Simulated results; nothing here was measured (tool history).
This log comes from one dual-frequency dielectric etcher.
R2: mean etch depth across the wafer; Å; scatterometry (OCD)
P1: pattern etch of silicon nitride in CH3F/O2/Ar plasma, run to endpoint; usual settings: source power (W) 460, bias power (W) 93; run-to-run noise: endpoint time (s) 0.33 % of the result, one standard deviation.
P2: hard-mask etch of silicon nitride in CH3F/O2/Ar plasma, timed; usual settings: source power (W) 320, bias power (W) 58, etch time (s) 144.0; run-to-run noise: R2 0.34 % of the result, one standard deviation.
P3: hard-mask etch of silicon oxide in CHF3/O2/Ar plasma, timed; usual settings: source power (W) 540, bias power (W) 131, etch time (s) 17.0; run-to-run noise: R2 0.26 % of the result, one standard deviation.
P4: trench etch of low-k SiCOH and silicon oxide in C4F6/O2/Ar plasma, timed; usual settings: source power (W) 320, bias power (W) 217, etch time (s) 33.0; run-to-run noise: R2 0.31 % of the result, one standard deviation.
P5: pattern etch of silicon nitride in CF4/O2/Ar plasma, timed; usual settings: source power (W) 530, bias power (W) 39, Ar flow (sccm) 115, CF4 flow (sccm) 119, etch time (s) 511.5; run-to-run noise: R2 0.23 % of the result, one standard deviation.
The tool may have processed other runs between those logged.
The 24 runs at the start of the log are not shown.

{"run": 25, "day": 7.0, "process that ran": "P1", "source power (W)": 620, "bias power (W)": 117, "endpoint time (s)": 33.7}
{"run": 26, "day": 7.254, "process that ran": "P4", "source power (W)": 320, "bias power (W)": 217, "etch time (s)": 33.0, "R2": 1029.5}
{"run": 27, "day": 7.629, "process that ran": "P3", "source power (W)": 540, "bias power (W)": 131, "etch time (s)": 17.0, "R2": 292.27}
{"run": 28, "day": 8.033, "process that ran": "P1", "source power (W)": 460, "bias power (W)": 93, "endpoint time (s)": 40.733}
{"run": 29, "day": 8.321, "process that ran": "P1", "source power (W)": 460, "bias power (W)": 93, "endpoint time (s)": 40.885}
{"run": 30, "day": 8.529, "process that ran": "P1", "source power (W)": 320, "bias power (W)": 93, "endpoint time (s)": 47.103}
{"run": 31, "day": 8.867, "process that ran": "P3", "source power (W)": 540, "bias power (W)": 131, "etch time (s)": 12.5, "R2": 215.14}
{"run": 32, "day": 9.183, "process that ran": "P1", "source power (W)": 460, "bias power (W)": 93, "endpoint time (s)": 40.77}
{"run": 33, "day": 9.579, "process that ran": "P1", "source power (W)": 460, "bias power (W)": 93, "endpoint time (s)": 41.148}

For run 34, what comes out?
{"run": 34, "day": 9.921, "process that ran": "P1", "source power (W)": 460, "bias power (W)": 93, "endpoint time (s)": "?"}

Run 34 gave endpoint time (s) 41.383.

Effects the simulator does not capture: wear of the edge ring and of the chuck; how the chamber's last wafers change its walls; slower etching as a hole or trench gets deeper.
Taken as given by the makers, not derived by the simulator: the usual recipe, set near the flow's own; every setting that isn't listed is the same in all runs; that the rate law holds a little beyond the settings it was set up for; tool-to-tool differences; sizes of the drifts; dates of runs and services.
